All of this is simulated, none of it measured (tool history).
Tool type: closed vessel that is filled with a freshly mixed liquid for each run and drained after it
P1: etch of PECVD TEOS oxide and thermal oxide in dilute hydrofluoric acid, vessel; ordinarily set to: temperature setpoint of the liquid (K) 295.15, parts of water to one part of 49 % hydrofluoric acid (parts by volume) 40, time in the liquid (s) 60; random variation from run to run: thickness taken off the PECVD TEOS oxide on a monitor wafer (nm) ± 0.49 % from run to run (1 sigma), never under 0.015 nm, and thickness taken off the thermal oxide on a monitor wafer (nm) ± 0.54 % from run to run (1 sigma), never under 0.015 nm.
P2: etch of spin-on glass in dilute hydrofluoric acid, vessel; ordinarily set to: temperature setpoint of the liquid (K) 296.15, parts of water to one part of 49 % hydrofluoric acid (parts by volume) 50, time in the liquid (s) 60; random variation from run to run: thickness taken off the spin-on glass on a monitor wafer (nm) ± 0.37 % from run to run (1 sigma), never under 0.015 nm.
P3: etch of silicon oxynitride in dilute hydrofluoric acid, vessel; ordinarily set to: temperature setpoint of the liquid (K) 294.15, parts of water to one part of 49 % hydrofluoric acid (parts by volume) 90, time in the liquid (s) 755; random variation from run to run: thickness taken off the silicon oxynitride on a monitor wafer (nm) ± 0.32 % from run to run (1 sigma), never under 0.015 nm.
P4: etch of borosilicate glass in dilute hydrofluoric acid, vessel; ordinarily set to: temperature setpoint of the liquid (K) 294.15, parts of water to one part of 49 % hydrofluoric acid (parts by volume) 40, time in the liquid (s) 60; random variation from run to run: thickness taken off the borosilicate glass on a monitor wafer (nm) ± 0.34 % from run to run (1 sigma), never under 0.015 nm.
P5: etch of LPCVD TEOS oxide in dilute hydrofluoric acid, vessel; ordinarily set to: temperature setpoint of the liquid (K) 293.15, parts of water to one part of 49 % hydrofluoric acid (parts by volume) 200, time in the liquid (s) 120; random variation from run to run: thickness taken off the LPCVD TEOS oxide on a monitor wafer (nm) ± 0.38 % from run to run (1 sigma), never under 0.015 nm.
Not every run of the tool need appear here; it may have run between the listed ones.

| run | hour | process that ran | temperature setpoint of the liquid (K) | parts of water to one part of 49 % hydrofluoric acid (parts by volume) | time in the liquid (s) | thickness taken off the PECVD TEOS oxide on a monitor wafer (nm) | thickness taken off the thermal oxide on a monitor wafer (nm) | thickness taken off the borosilicate glass on a monitor wafer (nm) | thickness taken off the silicon oxynitride on a monitor wafer (nm) | thickness taken off the LPCVD TEOS oxide on a monitor wafer (nm) | thickness taken off the spin-on glass on a monitor wafer (nm) |
|---|---|---|---|---|---|---|---|---|---|---|---|
| 1 | 9.2 | P1 | 295.15 | 40 | 60 | 28.435 | 7.1861 |  |  |  |  |
| 2 | 23.3 | P4 | 294.15 | 40 | 60 |  |  | 51.352 |  |  |  |
| 3 | 32.7 | P3 | 294.15 | 90 | 755 |  |  |  | 20.955 |  |  |
| 4 | 42.2 | P5 | 300.15 | 200 | 120 |  |  |  |  | 21.563 |  |
| 5 | 54 | P4 | 294.15 | 40 | 60 |  |  | 51.759 |  |  |  |
| 6 | 69.8 | P1 | 295.15 | 40 | 60 | 28.555 | 7.1747 |  |  |  |  |
| 7 | 82.5 | P1 | 295.15 | 40 | 30 | 14.214 | 3.621 |  |  |  |  |
| 8 | 99.8 | P2 | 296.15 | 50 | 60 |  |  |  |  |  | 49.891 |
| 9 | 109.1 | P1 | 301.15 | 40 | 115 | 68.978 | 17.58 |  |  |  |  |
| 10 | 124 | P1 | 295.15 | 40 | 60 | 28.199 | 7.2054 |  |  |  |  |
| 11 | 136.2 | P1 | 290.15 | 40 | 60 | 23.086 | 5.8326 |  |  |  |  |
| 12 | 152.3 | P1 | 295.15 | 40 | 60 | 28.472 | 7.1594 |  |  |  |  |
| 13 | 160.6 | P5 | 293.15 | 200 | 120 |  |  |  |  | 16.646 |  |
| 14 | 171.8 | P1 | 295.15 | 40 | 60 | 28.421 | 7.1598 |  |  |  |  |
| 15 | 184.2 | P4 | 290.15 | 40 | 60 |  |  | 43.602 |  |  |  |
| 16 | 197 | P5 | 293.15 | 280 | 120 |  |  |  |  | 11.018 |  |
| 17 | 208.9 | P5 | 293.15 | 200 | 30 |  |  |  |  | 4.1464 |  |
| 18 | 221.2 | P5 | 293.15 | 200 | 120 |  |  |  |  | 16.598 |  |
| 19 | 236 | P3 | 294.15 | 90 | 240 |  |  |  | 6.6829 |  |  |
| 20 | 244.9 | P1 | 291.65 | 70 | 60 | 13.459 | 3.4247 |  |  |  |  |
| 21 | 261.3 | P4 | 294.15 | 20 | 60 |  |  | 105.64 |  |  |  |
| 22 | 273.7 | P2 | 296.15 | 20 | 60 |  |  |  |  |  | 129.07 |
| 23 | 289.9 | P1 | 301.65 | 40 | 60 | 36.95 | 9.3035 |  |  |  |  |
| 24 | 303.1 | P3 | 294.15 | 165 | 755 |  |  |  | 10.869 |  |  |
| 25 | 316.7 | P1 | 295.15 | 25 | 60 | 46.703 | 11.753 |  |  |  |  |
| 26 | 331.8 | P1 | 295.15 | 65 | 60 | 17.025 | 4.263 |  |  |  |  |

What will run 27 give?
| 27 | 341.2 | P2 | 301.65 | 50 | 60 |  |  |  |  |  | ? |

{"run 27": {"thickness taken off the spin-on glass on a monitor wafer (nm)": 61.568}}

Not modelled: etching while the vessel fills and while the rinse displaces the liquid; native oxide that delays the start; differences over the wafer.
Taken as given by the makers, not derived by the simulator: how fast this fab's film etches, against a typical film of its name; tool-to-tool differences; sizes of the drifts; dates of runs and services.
